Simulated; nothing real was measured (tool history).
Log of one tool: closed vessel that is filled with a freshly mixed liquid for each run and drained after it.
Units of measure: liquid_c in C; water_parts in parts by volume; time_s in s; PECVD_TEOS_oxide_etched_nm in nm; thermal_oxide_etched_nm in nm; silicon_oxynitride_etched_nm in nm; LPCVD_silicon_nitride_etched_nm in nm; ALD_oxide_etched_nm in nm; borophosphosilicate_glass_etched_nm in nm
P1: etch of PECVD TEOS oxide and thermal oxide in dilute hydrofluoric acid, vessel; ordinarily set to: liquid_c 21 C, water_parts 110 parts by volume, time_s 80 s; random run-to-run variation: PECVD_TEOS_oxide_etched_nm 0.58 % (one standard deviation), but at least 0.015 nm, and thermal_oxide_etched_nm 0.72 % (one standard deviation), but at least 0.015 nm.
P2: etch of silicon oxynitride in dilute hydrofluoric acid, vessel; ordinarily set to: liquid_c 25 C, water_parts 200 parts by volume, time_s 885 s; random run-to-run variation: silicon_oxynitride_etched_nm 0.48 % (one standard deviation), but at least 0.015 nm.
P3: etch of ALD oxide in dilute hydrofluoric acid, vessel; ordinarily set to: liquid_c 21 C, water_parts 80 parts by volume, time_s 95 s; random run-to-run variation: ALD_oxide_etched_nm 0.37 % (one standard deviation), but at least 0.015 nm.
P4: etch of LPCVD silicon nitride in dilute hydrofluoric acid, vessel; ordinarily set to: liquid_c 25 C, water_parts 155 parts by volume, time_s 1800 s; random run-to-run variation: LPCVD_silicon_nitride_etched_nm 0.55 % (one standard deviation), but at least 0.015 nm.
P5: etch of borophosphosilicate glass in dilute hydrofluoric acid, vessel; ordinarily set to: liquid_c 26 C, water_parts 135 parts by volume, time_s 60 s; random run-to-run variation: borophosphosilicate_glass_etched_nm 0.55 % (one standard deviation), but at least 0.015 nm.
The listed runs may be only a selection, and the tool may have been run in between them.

run,hour,process,liquid_c,water_parts,time_s,hours since the thermometer was replaced,hours since the hydrofluoric acid flow meter was replaced,PECVD_TEOS_oxide_etched_nm,thermal_oxide_etched_nm,silicon_oxynitride_etched_nm,LPCVD_silicon_nitride_etched_nm,ALD_oxide_etched_nm,borophosphosilicate_glass_etched_nm
1,4.2,P1,21,110,80,1016.5,966.6,15.509,2.9154,,,,
2,10.6,P2,33.5,200,885,1022.9,973,,,25.701,,,
3,17.3,P4,25,280,1800,1029.6,979.7,,,,3.4281,,
4,23,P3,21,80,40,1035.3,985.4,,,,,7.7983,
5,28.2,P3,21,20,95,1040.5,990.6,,,,,79.841,
6,33.2,P1,21,110,80,1045.5,995.6,15.409,2.9332,,,,
7,39,P1,21,110,80,1051.3,1001.4,15.154,2.8717,,,,
8,42.5,P3,21,80,95,1054.8,1004.9,,,,,18.603,
9,47.5,P2,25,200,1620,1059.8,1009.9,,,32.317,,,
10,52.8,P1,17,40,80,1065.1,1015.2,38.522,7.3202,,,,
11,58.4,P1,21,185,80,1070.7,1020.8,8.5179,1.6033,,,,
12,63.9,P1,27,110,80,1076.2,1026.3,19.519,3.7492,,,,
13,70.1,P2,25,290,885,1082.4,1032.5,,,11.427,,,
14,73.7,P1,21,110,80,1086,1036.1,15.34,2.9439,,,,
15,79.4,P4,25,155,1800,1091.7,1041.8,,,,6.1927,,
16,83.7,P3,25.5,80,95,1096,1046.1,,,,,22.258,
17,90.1,P5,26,135,30,1102.4,1052.5,,,,,,9.8976
18,95.1,P3,21,80,95,1107.4,1057.5,,,,,18.492,
19,100.6,P2,25,200,885,1112.9,1063,,,18.045,,,
20,104.2,P5,22,135,60,1116.5,1066.6,,,,,,16.889
21,109.4,P4,25,155,925,1121.7,1071.8,,,,3.2027,,
22,113.8,P5,26,25,60,1126.1,1076.2,,,,,,124.47
23,117.8,P1,29,110,155,1130.1,1080.2,40.898,7.6416,,,,
24,121.8,P1,21,110,80,1134.1,1084.2,15.361,2.9335,,,,

Estimate the outcome of run 25 from the log above:
25,129,P1,21,110,150,1141.3,1091.4,?,?,,,,

Run 25 produced PECVD_TEOS_oxide_etched_nm 28.873 nm, thermal_oxide_etched_nm 5.4024 nm.

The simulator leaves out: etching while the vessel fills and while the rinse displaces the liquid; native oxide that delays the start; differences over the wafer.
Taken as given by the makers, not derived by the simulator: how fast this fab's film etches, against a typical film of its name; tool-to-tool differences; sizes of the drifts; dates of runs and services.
